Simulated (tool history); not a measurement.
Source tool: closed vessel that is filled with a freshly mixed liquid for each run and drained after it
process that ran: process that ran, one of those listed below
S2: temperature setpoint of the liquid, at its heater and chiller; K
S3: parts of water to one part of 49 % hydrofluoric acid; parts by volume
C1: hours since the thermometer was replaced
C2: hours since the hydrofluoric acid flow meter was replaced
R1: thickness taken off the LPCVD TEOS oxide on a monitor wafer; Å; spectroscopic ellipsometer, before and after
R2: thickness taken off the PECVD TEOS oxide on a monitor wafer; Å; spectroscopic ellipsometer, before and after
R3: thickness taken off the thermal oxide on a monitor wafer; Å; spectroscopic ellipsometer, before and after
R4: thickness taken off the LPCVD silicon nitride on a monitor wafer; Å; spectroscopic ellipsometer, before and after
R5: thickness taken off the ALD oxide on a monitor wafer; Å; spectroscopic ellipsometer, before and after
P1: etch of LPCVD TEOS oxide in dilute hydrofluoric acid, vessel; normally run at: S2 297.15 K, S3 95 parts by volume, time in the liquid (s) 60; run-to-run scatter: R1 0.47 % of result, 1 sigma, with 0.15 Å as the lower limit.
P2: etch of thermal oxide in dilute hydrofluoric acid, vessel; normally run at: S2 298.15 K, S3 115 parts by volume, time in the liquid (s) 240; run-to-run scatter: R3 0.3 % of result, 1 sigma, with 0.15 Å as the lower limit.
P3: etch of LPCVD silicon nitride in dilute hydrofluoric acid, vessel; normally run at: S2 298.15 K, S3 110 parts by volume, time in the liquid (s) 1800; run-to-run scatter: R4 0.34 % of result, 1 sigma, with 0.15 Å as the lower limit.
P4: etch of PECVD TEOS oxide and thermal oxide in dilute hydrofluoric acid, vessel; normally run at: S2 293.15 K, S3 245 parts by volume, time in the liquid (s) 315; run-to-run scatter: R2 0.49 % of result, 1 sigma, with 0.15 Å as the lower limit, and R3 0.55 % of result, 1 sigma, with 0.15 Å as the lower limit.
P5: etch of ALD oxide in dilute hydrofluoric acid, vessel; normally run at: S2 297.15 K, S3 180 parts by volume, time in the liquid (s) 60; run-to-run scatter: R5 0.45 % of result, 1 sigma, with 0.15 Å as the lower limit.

Run 1, hour 13.8: process that ran P1, S2 297.15 K, S3 95 parts by volume, time in the liquid (s) 60; C1 428.1; C2 333.7. Result: R1 191.510 Å.
Run 2, hour 27.7: process that ran P1, S2 302.65 K, S3 95 parts by volume, time in the liquid (s) 60; C1 442.0; C2 347.6. Result: R1 235.840 Å.
Run 3, hour 37.5: process that ran P1, S2 297.15 K, S3 135 parts by volume, time in the liquid (s) 100; C1 451.8; C2 357.4. Result: R1 211.860 Å.
Run 4, hour 49.9: process that ran P4, S2 293.15 K, S3 150 parts by volume, time in the liquid (s) 315; C1 464.2; C2 369.8. Result: R2 161.080 Å, R3 79.280 Å.
Run 5, hour 62.4: process that ran P1, S2 297.15 K, S3 95 parts by volume, time in the liquid (s) 60; C1 476.7; C2 382.3. Result: R1 190.280 Å.
Run 6, hour 73.2: process that ran P1, S2 297.15 K, S3 95 parts by volume, time in the liquid (s) 30; C1 487.5; C2 393.1. Result: R1 95.193 Å.
Run 7, hour 83.0: process that ran P1, S2 290.15 K, S3 95 parts by volume, time in the liquid (s) 60; C1 497.3; C2 402.9. Result: R1 143.240 Å.
Run 8, hour 96.2: process that ran P3, S2 304.65 K, S3 110 parts by volume, time in the liquid (s) 1800; C1 510.5; C2 416.1. Result: R4 124.400 Å.
Run 9, hour 108.5: process that ran P1, S2 297.15 K, S3 45 parts by volume, time in the liquid (s) 60; C1 522.8; C2 428.4. Result: R1 431.930 Å.
Run 10, hour 122.5: process that ran P3, S2 298.15 K, S3 70 parts by volume, time in the liquid (s) 1800; C1 536.8; C2 442.4. Result: R4 128.230 Å.
Run 11, hour 132.3: process that ran P2, S2 298.15 K, S3 115 parts by volume, time in the liquid (s) 110; C1 546.6; C2 452.2. Result: R3 44.078 Å.
Run 12, hour 148.2: process that ran P4, S2 293.15 K, S3 245 parts by volume, time in the liquid (s) 315; C1 562.5; C2 468.1. Result: R2 90.219 Å, R3 44.393 Å.
Run 13, hour 160.3: process that ran P2, S2 298.15 K, S3 115 parts by volume, time in the liquid (s) 240; C1 574.6; C2 480.2. Result: R3 95.783 Å.
At hour 165.2: hydrofluoric acid flow meter replaced.
Run 14, hour 174.4: process that ran P5, S2 297.15 K, S3 180 parts by volume, time in the liquid (s) 60; C1 588.7; C2 9.3. Result: R5 66.497 Å.
Run 15, hour 187.1: process that ran P4, S2 293.15 K, S3 245 parts by volume, time in the liquid (s) 315; C1 601.4; C2 22.0. Result: R2 89.809 Å, R3 43.973 Å.
Run 16, hour 196.5: process that ran P4, S2 297.65 K, S3 245 parts by volume, time in the liquid (s) 315; C1 610.8; C2 31.4. Result: R2 105.710 Å, R3 52.633 Å.
Run 17, hour 203.8: process that ran P1, S2 297.15 K, S3 95 parts by volume, time in the liquid (s) 105; C1 618.1; C2 38.7. Result: R1 333.450 Å.
Run 18, hour 215.4: process that ran P3, S2 298.15 K, S3 110 parts by volume, time in the liquid (s) 1800; C1 629.7; C2 50.3. Result: R4 82.691 Å.
Run 19, hour 229.9: process that ran P1, S2 297.15 K, S3 155 parts by volume, time in the liquid (s) 60; C1 644.2; C2 64.8. Result: R1 108.600 Å.
Run 20, hour 238.4: process that ran P4, S2 293.15 K, S3 245 parts by volume, time in the liquid (s) 555; C1 652.7; C2 73.3. Result: R2 158.840 Å, R3 77.974 Å.
Run 21, hour 250.5: process that ran P1, S2 297.15 K, S3 95 parts by volume, time in the liquid (s) 60; C1 664.8; C2 85.4. Result: R1 189.780 Å.
Run 22, hour 265.5: process that ran P2, S2 302.15 K, S3 115 parts by volume, time in the liquid (s) 240; C1 679.8; C2 100.4. Result: R3 111.900 Å.
Run 23, hour 274.8: process that ran P5, S2 297.15 K, S3 180 parts by volume, time in the liquid (s) 110; C1 689.1; C2 109.7. Result: R5 122.170 Å.
Run 24, hour 283.4: process that ran P5, S2 297.15 K, S3 180 parts by volume, time in the liquid (s) 60; C1 697.7; C2 118.3. Result: R5 66.639 Å.
Run 25, hour 292.7: process that ran P1, S2 297.15 K, S3 95 parts by volume, time in the liquid (s) 60; C1 707.0; C2 127.6. Result: R1 190.110 Å.
Run 26, hour 301.3: process that ran P5, S2 305.15 K, S3 180 parts by volume, time in the liquid (s) 60; C1 715.6; C2 136.2. Result: R5 88.297 Å.
Run 27, hour 316.2: process that ran P3, S2 298.15 K, S3 110 parts by volume, time in the liquid (s) 1800; C1 730.5; C2 151.1. Result: R4 82.365 Å.
Run 28, hour 331.8: process that ran P2, S2 298.15 K, S3 70 parts by volume, time in the liquid (s) 240; C1 746.1; C2 166.7. Result: R3 167.660 Å.
Run 29, hour 340.5: process that ran P5, S2 297.15 K, S3 305 parts by volume, time in the liquid (s) 60; C1 754.8; C2 175.4. Result: R5 34.308 Å.
Run 30, hour 349.7: process that ran P3, S2 298.15 K, S3 110 parts by volume, time in the liquid (s) 3290; C1 764.0; C2 184.6. Result: R4 149.420 Å.
Run 31, hour 362.1: process that ran P1, S2 297.15 K, S3 95 parts by volume, time in the liquid (s) 60; C1 776.4; C2 197.0. Result: R1 190.350 Å.
Run 32, hour 370.8: process that ran P1, S2 297.15 K, S3 95 parts by volume, time in the liquid (s) 60; C1 785.1; C2 205.7. Result: R1 196.790 Å.
Run 33, hour 382.2: process that ran P1, S2 297.15 K, S3 95 parts by volume, time in the liquid (s) 60; C1 796.5; C2 217.1. Result: R1 200.500 Å.
Run 34, hour 395.7: process that ran P1, S2 297.15 K, S3 95 parts by volume, time in the liquid (s) 60; C1 810.0; C2 230.6. Result: R1 201.570 Å.
Run 35, hour 408.3: process that ran P1, S2 297.15 K, S3 95 parts by volume, time in the liquid (s) 60; C1 822.6; C2 243.2. Result: R1 203.230 Å.
Run 36, hour 422.2: process that ran P1, S2 297.15 K, S3 95 parts by volume, time in the liquid (s) 60; C1 836.5; C2 257.1. Result: R1 205.360 Å.
Run 37, hour 436.6: process that ran P1, S2 297.15 K, S3 95 parts by volume, time in the liquid (s) 60; C1 850.9; C2 271.5. Result: R1 206.470 Å.
Run 38, hour 444.3: process that ran P1, S2 297.15 K, S3 95 parts by volume, time in the liquid (s) 60; C1 858.6; C2 279.2. Result: R1 205.330 Å.

P1 no longer gives what it gave before; its output has crept away from where it was. The following 2 causes, each at its listed size, fit the log equally well:
A: liquid hotter than its thermometer reads (K) = 1.89
B: hydrofluoric acid flow above the setpoint (%) = 6.9
The gradual shift began around hour 362.1.

4 check runs are offered, one wafer each, their results left as question marks. Which one tells the causes apart?
Run check 1, hour 452.0: process that ran P5, S2 297.15 K, S3 180 parts by volume, time in the liquid (s) 60. Result: R5 ?.
Run check 2, hour 452.0: process that ran P4, S2 293.15 K, S3 245 parts by volume, time in the liquid (s) 315. Result: R2 ?, R3 ?.
Run check 3, hour 452.0: process that ran P3, S2 298.15 K, S3 110 parts by volume, time in the liquid (s) 1800. Result: R4 ?.
Run check 4, hour 452.0: process that ran P2, S2 298.15 K, S3 115 parts by volume, time in the liquid (s) 240. Result: R3 ?.

Outcome of each check run for each possible cause:
  check  result     if A     if B
check 1      R5   71.152   71.834
check 2      R2   96.266   97.361
check 2      R3   47.474   48.014
check 3      R4   92.978   87.921
check 4      R3  103.630  103.950
Smallest distance between any two causes, each pair judged by its most separating result, in per cent: check 1 0.95 %; check 2 1.13 %; check 3 5.59 %; check 4 0.32 %
The other checks would show nearly matching results whichever cause is true, so check 3 is the only one that separates the causes.

The results of check 3 are: R4 88.094 Å. Based on these, which of the listed causes is it?

Of the candidate causes, it is B: hydrofluoric acid flow above the setpoint (%).
